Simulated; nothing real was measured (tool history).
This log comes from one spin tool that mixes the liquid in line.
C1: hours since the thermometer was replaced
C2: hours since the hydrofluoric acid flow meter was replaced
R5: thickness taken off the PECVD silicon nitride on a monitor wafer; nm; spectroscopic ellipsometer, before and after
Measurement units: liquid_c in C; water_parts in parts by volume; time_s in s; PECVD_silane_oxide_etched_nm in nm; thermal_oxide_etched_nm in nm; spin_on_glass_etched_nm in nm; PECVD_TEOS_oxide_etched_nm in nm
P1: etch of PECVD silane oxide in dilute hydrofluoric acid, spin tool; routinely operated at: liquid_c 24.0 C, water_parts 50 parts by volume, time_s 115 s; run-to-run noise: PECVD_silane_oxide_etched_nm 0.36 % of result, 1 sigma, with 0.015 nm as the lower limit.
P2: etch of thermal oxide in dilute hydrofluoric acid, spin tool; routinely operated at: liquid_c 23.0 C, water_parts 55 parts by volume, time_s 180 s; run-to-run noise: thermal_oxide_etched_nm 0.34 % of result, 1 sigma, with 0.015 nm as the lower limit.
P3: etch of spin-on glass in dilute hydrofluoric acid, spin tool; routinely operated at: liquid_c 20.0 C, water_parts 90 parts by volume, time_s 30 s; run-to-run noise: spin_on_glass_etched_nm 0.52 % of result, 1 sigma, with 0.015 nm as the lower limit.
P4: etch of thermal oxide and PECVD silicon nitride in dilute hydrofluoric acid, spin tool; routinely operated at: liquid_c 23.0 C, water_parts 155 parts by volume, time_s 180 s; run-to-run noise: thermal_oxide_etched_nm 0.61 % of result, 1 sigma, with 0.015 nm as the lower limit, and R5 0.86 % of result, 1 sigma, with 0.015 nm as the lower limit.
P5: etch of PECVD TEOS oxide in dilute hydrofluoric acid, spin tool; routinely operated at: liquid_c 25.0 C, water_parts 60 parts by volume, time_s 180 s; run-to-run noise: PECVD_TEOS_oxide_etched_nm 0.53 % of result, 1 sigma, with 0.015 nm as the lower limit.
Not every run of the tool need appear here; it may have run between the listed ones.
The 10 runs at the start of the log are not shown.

Run 11, day 4.092: process P3, liquid_c 20.0 C, water_parts 90 parts by volume, time_s 30 s; C1 1187.2; C2 638.7. Result: spin_on_glass_etched_nm 17.792 nm.
Run 12, day 4.538: process P4, liquid_c 23.0 C, water_parts 155 parts by volume, time_s 180 s; C1 1197.9; C2 649.4. Result: thermal_oxide_etched_nm 5.0491 nm, R5 2.3640 nm.
Run 13, day 4.829: process P1, liquid_c 24.0 C, water_parts 50 parts by volume, time_s 115 s; C1 1204.9; C2 656.4. Result: PECVD_silane_oxide_etched_nm 43.673 nm.
At day 5.112: thermometer replaced.
Run 14, day 5.158: process P1, liquid_c 24.0 C, water_parts 70 parts by volume, time_s 170 s; C1 1.2; C2 664.3. Result: PECVD_silane_oxide_etched_nm 45.189 nm.
Run 15, day 5.688: process P5, liquid_c 25.0 C, water_parts 60 parts by volume, time_s 180 s; C1 13.9; C2 677.0. Result: PECVD_TEOS_oxide_etched_nm 30.706 nm.
Run 16, day 6.183: process P5, liquid_c 25.0 C, water_parts 85 parts by volume, time_s 180 s; C1 25.8; C2 688.9. Result: PECVD_TEOS_oxide_etched_nm 20.806 nm.
Run 17, day 6.529: process P4, liquid_c 26.5 C, water_parts 155 parts by volume, time_s 180 s; C1 34.1; C2 697.2. Result: thermal_oxide_etched_nm 5.7969 nm, R5 2.9844 nm.
Run 18, day 6.912: process P2, liquid_c 23.0 C, water_parts 55 parts by volume, time_s 25 s; C1 43.3; C2 706.4. Result: thermal_oxide_etched_nm 2.2252 nm.
Run 19, day 7.192: process P1, liquid_c 24.0 C, water_parts 20 parts by volume, time_s 115 s; C1 50.0; C2 713.1. Result: PECVD_silane_oxide_etched_nm 115.000 nm.
Run 20, day 7.571: process P1, liquid_c 24.0 C, water_parts 50 parts by volume, time_s 115 s; C1 59.1; C2 722.2. Result: PECVD_silane_oxide_etched_nm 43.715 nm.
Run 21, day 7.983: process P5, liquid_c 17.0 C, water_parts 60 parts by volume, time_s 180 s; C1 69.0; C2 732.1. Result: PECVD_TEOS_oxide_etched_nm 21.820 nm.
Run 22, day 8.296: process P1, liquid_c 24.0 C, water_parts 90 parts by volume, time_s 115 s; C1 76.5; C2 739.6. Result: PECVD_silane_oxide_etched_nm 23.104 nm.
Run 23, day 8.796: process P1, liquid_c 24.0 C, water_parts 50 parts by volume, time_s 35 s; C1 88.5; C2 751.6. Result: PECVD_silane_oxide_etched_nm 13.343 nm.
Run 24, day 9.275: process P1, liquid_c 28.0 C, water_parts 20 parts by volume, time_s 115 s; C1 100.0; C2 763.1. Result: PECVD_silane_oxide_etched_nm 134.130 nm.
Run 25, day 9.554: process P4, liquid_c 23.0 C, water_parts 155 parts by volume, time_s 360 s; C1 106.7; C2 769.8. Result: thermal_oxide_etched_nm 10.0970 nm, R5 4.8058 nm.
Run 26, day 10.071: process P3, liquid_c 20.0 C, water_parts 90 parts by volume, time_s 60 s; C1 119.1; C2 782.2. Result: spin_on_glass_etched_nm 35.373 nm.
Run 27, day 10.325: process P1, liquid_c 28.5 C, water_parts 75 parts by volume, time_s 115 s; C1 125.2; C2 788.3. Result: PECVD_silane_oxide_etched_nm 33.960 nm.
Run 28, day 10.833: process P5, liquid_c 25.0 C, water_parts 60 parts by volume, time_s 340 s; C1 137.4; C2 800.5. Result: PECVD_TEOS_oxide_etched_nm 57.714 nm.
Run 29, day 11.075: process P4, liquid_c 23.0 C, water_parts 60 parts by volume, time_s 180 s; C1 143.2; C2 806.3. Result: thermal_oxide_etched_nm 14.6200 nm, R5 6.0747 nm.
Run 30, day 11.488: process P1, liquid_c 24.0 C, water_parts 50 parts by volume, time_s 115 s; C1 153.1; C2 816.2. Result: PECVD_silane_oxide_etched_nm 43.819 nm.
Run 31, day 11.925: process P1, liquid_c 32.0 C, water_parts 50 parts by volume, time_s 115 s; C1 163.6; C2 826.7. Result: PECVD_silane_oxide_etched_nm 60.299 nm.
Run 32, day 12.367: process P1, liquid_c 24.0 C, water_parts 50 parts by volume, time_s 115 s; C1 174.2; C2 837.3. Result: PECVD_silane_oxide_etched_nm 44.081 nm.
Run 33, day 12.808: process P2, liquid_c 23.0 C, water_parts 20 parts by volume, time_s 180 s; C1 184.8; C2 847.9. Result: thermal_oxide_etched_nm 46.5510 nm.
Run 34, day 13.125: process P1, liquid_c 24.0 C, water_parts 50 parts by volume, time_s 115 s; C1 192.4; C2 855.5. Result: PECVD_silane_oxide_etched_nm 43.912 nm.

Run 35 is up next; what results do you expect?
Run 35, day 13.467: process P1, liquid_c 24.0 C, water_parts 50 parts by volume, time_s 115 s; C1 200.6; C2 863.7. Result: PECVD_silane_oxide_etched_nm ?.

Run 35 produced PECVD_silane_oxide_etched_nm 42.870 nm.
